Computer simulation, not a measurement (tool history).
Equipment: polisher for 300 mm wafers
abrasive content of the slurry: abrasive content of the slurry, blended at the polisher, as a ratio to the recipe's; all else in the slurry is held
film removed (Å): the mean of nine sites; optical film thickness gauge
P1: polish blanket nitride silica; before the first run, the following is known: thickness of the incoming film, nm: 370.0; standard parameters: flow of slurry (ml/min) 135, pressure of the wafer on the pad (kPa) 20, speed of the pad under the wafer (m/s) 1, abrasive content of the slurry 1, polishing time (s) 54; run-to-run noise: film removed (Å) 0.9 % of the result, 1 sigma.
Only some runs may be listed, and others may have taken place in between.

| run | day | flow of slurry (ml/min) | pressure of the wafer on the pad (kPa) | speed of the pad under the wafer (m/s) | abrasive content of the slurry | polishing time (s) | wafers polished on this pad | hours since the slurry nozzle was cleaned | hours since the head pressure was calibrated | hours since the slurry blender was calibrated | hours since the conditioning disc was replaced | film removed (Å) |
|---|---|---|---|---|---|---|---|---|---|---|---|---|
| 1 | 0.371 | 135 | 20 | 1 | 1 | 54 | 440 | 375.3 | 211.4 | 243.3 | 252.5 | 253.79 |
| 2 | 0.662 | 135 | 27.6 | 1 | 1 | 54 | 507 | 382.3 | 218.4 | 250.3 | 259.5 | 347.54 |
| 3 | 0.979 | 135 | 20 | 1 | 1 | 54 | 580 | 389.9 | 226 | 257.9 | 267.1 | 254.7 |
| 4 | 1.25 | 135 | 20 | 1 | 1 | 54 | 643 | 396.4 | 232.5 | 264.4 | 273.6 | 253.44 |
| 5 | 1.5 | 135 | 20 | 0.72 | 1.4 | 54 | 700 | 402.4 | 238.5 | 270.4 | 279.6 | 228.83 |
| 6 | 1.854 | 135 | 20 | 1 | 1 | 30 | 781 | 410.9 | 247 | 278.9 | 288.1 | 141.36 |
| 7 | 2.2 | 135 | 20 | 1 | 1 | 72 | 861 | 419.2 | 255.3 | 287.2 | 296.4 | 336.19 |
| 8 | 2.533 | 135 | 20 | 1 | 1 | 54 | 938 | 427.2 | 263.3 | 295.2 | 304.4 | 257.83 |
| 9 | 2.842 | 135 | 20 | 0.44 | 1 | 54 | 1009 | 434.6 | 270.7 | 302.6 | 311.8 | 133.36 |
| 10 | 3.333 | 135 | 20 | 1 | 1 | 54 | 1122 | 446.4 | 282.5 | 314.4 | 323.6 | 255.5 |
| 11 | 3.608 | 135 | 20 | 1 | 1 | 54 | 1185 | 453 | 289.1 | 321 | 330.2 | 257.49 |
| 12 | 4.067 | 135 | 20 | 1 | 0.75 | 54 | 1290 | 464 | 300.1 | 332 | 341.2 | 219.11 |
| 13 | 4.317 | 135 | 10.3 | 1 | 1 | 54 | 1348 | 470 | 306.1 | 338 | 347.2 | 132.08 |
| 14 | 4.621 | 205 | 20 | 1 | 1 | 54 | 1418 | 477.3 | 313.4 | 345.3 | 354.5 | 270.73 |
| 15 | 5.008 | 135 | 20 | 1 | 1.35 | 42 | 1507 | 486.6 | 322.7 | 354.6 | 363.8 | 226.93 |
| 16 | 5.262 | 135 | 20 | 1 | 1.4 | 54 | 1565 | 492.7 | 328.8 | 360.7 | 369.9 | 288.25 |
| 17 | 5.65 | 80 | 20 | 0.5 | 1 | 54 | 1654 | 502 | 338.1 | 370 | 379.2 | 130.04 |

What does the tool deliver on the next run?
| 18 | 6.154 | 135 | 20 | 1.32 | 1 | 54 | 1770 | 514.1 | 350.2 | 382.1 | 391.3 | ? |

{"run 18": {"film removed (Å)": 319.82}}

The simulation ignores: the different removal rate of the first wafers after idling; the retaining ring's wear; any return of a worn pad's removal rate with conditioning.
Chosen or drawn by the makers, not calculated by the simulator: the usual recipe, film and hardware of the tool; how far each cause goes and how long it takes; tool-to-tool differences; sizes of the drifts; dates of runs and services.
